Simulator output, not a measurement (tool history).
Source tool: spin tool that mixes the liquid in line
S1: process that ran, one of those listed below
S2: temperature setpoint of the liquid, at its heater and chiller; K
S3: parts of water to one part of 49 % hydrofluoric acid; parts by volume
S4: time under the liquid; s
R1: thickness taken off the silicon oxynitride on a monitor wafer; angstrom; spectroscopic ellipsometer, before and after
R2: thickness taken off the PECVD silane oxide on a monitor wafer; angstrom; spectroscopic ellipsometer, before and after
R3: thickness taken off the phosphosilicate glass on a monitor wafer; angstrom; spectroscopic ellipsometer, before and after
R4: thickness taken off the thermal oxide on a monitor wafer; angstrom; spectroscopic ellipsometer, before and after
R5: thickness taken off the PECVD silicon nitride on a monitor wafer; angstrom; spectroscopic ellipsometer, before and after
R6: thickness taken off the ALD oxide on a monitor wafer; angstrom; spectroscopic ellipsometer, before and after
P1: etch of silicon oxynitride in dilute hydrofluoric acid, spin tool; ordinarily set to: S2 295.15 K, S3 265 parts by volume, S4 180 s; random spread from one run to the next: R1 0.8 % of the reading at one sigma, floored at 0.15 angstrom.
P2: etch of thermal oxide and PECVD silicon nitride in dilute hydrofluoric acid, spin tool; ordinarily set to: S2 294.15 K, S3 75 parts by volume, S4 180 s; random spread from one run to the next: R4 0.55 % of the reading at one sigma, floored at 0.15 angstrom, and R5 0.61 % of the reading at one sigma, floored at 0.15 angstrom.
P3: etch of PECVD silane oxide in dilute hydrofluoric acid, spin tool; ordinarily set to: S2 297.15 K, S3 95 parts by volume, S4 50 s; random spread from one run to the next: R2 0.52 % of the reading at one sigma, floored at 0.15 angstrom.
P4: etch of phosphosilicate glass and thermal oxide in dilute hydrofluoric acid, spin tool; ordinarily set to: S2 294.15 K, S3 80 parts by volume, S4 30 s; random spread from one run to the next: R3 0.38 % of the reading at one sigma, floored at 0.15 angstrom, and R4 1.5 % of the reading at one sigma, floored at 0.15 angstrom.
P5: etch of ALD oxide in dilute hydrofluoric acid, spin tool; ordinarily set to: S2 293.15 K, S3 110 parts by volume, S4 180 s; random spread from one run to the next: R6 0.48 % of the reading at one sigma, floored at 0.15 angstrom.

{"run": 1, "hour": 6.5, "S1": "P1", "S2": 295.15, "S3": 265, "S4": 180, "R1": 25.996}
{"run": 2, "hour": 17.0, "S1": "P3", "S2": 297.15, "S3": 95, "S4": 50, "R2": 262.72}
{"run": 3, "hour": 22.9, "S1": "P1", "S2": 295.15, "S3": 365, "S4": 25, "R1": 2.2115}
{"run": 4, "hour": 30.8, "S1": "P4", "S2": 290.15, "S3": 80, "S4": 30, "R3": 547.75, "R4": 12.728}
{"run": 5, "hour": 36.8, "S1": "P2", "S2": 294.15, "S3": 75, "S4": 180, "R4": 103.82, "R5": 34.648}
{"run": 6, "hour": 42.4, "S1": "P1", "S2": 295.15, "S3": 265, "S4": 180, "R1": 26.091}
{"run": 7, "hour": 48.7, "S1": "P1", "S2": 295.15, "S3": 360, "S4": 180, "R1": 17.896}
{"run": 8, "hour": 59.1, "S1": "P5", "S2": 293.15, "S3": 20, "S4": 180, "R6": 831.01}
{"run": 9, "hour": 69.8, "S1": "P5", "S2": 299.15, "S3": 110, "S4": 180, "R6": 172.56}
{"run": 10, "hour": 79.5, "S1": "P2", "S2": 294.15, "S3": 130, "S4": 180, "R4": 57.402, "R5": 20.162}
{"run": 11, "hour": 88.8, "S1": "P4", "S2": 294.15, "S3": 135, "S4": 30, "R3": 359.2, "R4": 8.3921}
{"run": 12, "hour": 98.2, "S1": "P3", "S2": 297.15, "S3": 20, "S4": 50, "R2": 1372.7}
{"run": 13, "hour": 106.9, "S1": "P4", "S2": 294.15, "S3": 80, "S4": 30, "R3": 641.93, "R4": 14.747}
{"run": 14, "hour": 113.3, "S1": "P1", "S2": 295.15, "S3": 265, "S4": 345, "R1": 49.391}
{"run": 15, "hour": 124.5, "S1": "P1", "S2": 299.15, "S3": 265, "S4": 35, "R1": 5.7911}
{"run": 16, "hour": 131.2, "S1": "P3", "S2": 297.15, "S3": 95, "S4": 15, "R2": 78.441}
{"run": 17, "hour": 138.1, "S1": "P4", "S2": 294.15, "S3": 80, "S4": 50, "R3": 1074.6, "R4": 25.19}
{"run": 18, "hour": 149.7, "S1": "P3", "S2": 297.15, "S3": 95, "S4": 50, "R2": 263.48}
{"run": 19, "hour": 160.7, "S1": "P1", "S2": 295.15, "S3": 265, "S4": 180, "R1": 26.286}
{"run": 20, "hour": 172.6, "S1": "P1", "S2": 290.15, "S3": 265, "S4": 180, "R1": 20.621}
{"run": 21, "hour": 183.6, "S1": "P1", "S2": 295.15, "S3": 265, "S4": 180, "R1": 25.65}
{"run": 22, "hour": 191.5, "S1": "P1", "S2": 295.15, "S3": 265, "S4": 180, "R1": 25.336}
{"run": 23, "hour": 202.8, "S1": "P2", "S2": 294.15, "S3": 75, "S4": 75, "R4": 43.958, "R5": 13.962}
{"run": 24, "hour": 212.1, "S1": "P5", "S2": 293.15, "S3": 110, "S4": 350, "R6": 262.16}
{"run": 25, "hour": 222.9, "S1": "P3", "S2": 293.65, "S3": 95, "S4": 50, "R2": 227.35}
{"run": 26, "hour": 230.6, "S1": "P2", "S2": 294.15, "S3": 75, "S4": 180, "R4": 104.58, "R5": 33.818}
{"run": 27, "hour": 237.0, "S1": "P1", "S2": 295.15, "S3": 95, "S4": 180, "R1": 79.508}
{"run": 28, "hour": 243.3, "S1": "P2", "S2": 290.15, "S3": 75, "S4": 180, "R4": 87.56, "R5": 25.899}
{"run": 29, "hour": 255.5, "S1": "P1", "S2": 295.15, "S3": 265, "S4": 20, "R1": 3.157}
{"run": 30, "hour": 262.4, "S1": "P1", "S2": 290.15, "S3": 265, "S4": 15, "R1": 1.6751}
{"run": 31, "hour": 269.7, "S1": "P5", "S2": 293.15, "S3": 110, "S4": 180, "R6": 136.21}
{"run": 32, "hour": 275.3, "S1": "P1", "S2": 303.65, "S3": 265, "S4": 180, "R1": 36.782}
{"run": 33, "hour": 283.5, "S1": "P1", "S2": 295.15, "S3": 265, "S4": 180, "R1": 25.567}
{"run": 34, "hour": 291.3, "S1": "P1", "S2": 295.15, "S3": 265, "S4": 180, "R1": 25.29}
{"run": 35, "hour": 298.1, "S1": "P1", "S2": 295.15, "S3": 265, "S4": 180, "R1": 24.283}
{"run": 36, "hour": 308.7, "S1": "P1", "S2": 295.15, "S3": 265, "S4": 180, "R1": 23.666}
{"run": 37, "hour": 316.4, "S1": "P1", "S2": 295.15, "S3": 265, "S4": 180, "R1": 23.874}
{"run": 38, "hour": 326.0, "S1": "P1", "S2": 295.15, "S3": 265, "S4": 180, "R1": 23.478}
{"run": 39, "hour": 332.1, "S1": "P1", "S2": 295.15, "S3": 265, "S4": 180, "R1": 23.688}
{"run": 40, "hour": 339.1, "S1": "P1", "S2": 295.15, "S3": 265, "S4": 180, "R1": 23.234}
{"run": 41, "hour": 349.2, "S1": "P1", "S2": 295.15, "S3": 265, "S4": 180, "R1": 23.501}
{"run": 42, "hour": 357.0, "S1": "P1", "S2": 295.15, "S3": 265, "S4": 180, "R1": 23.539}
{"run": 43, "hour": 363.0, "S1": "P1", "S2": 295.15, "S3": 265, "S4": 180, "R1": 23.397}
{"run": 44, "hour": 371.3, "S1": "P1", "S2": 295.15, "S3": 265, "S4": 180, "R1": 22.975}

Compared with where it was, what P1 gives has crept away. Each cause listed below fits the log as well as the rest, at the size given for it:
A: liquid colder than its thermometer reads (K) = 2.29
B: hydrofluoric acid flow below the setpoint (%) = 8.27
The onset of the drift is placed at about hour 283.5.

Each of the 4 check runs below uses one wafer; its results are left as question marks. Which run tells the causes apart?
{"run": "check 1", "hour": 379.6, "S1": "P4", "S2": 294.15, "S3": 80, "S4": 30, "R3": "?", "R4": "?"}
{"run": "check 2", "hour": 379.6, "S1": "P2", "S2": 294.15, "S3": 75, "S4": 180, "R4": "?", "R5": "?"}
{"run": "check 3", "hour": 379.6, "S1": "P5", "S2": 293.15, "S3": 110, "S4": 180, "R6": "?"}
{"run": "check 4", "hour": 379.6, "S1": "P3", "S2": 297.15, "S3": 95, "S4": 50, "R2": "?"}

If the cause were each of the candidates in turn, the checks would give the following:
check=check_1 result=R3 if_A=587.01 if_B=587.40
check=check_1 result=R4 if_A=13.6560 if_B=13.6650
check=check_2 result=R4 if_A=94.8900 if_B=95.0270
check=check_2 result=R5 if_A=29.175 if_B=31.391
check=check_3 result=R6 if_A=123.84 if_B=123.50
check=check_4 result=R2 if_A=238.540 if_B=237.400
How far apart the two closest causes lie, in the result that separates them most: check 1 0.07 %; check 2 7.32 %; check 3 0.27 %; check 4 0.48 %
Check 2 distinguishes between the causes, while the remaining checks would return nearly the same result for all of them.

Check 2 was carried out, with these results: R4 94.4850 angstrom; R5 31.514 angstrom. Which of the listed causes is responsible?

The correct cause is B, namely: hydrofluoric acid flow below the setpoint (%).
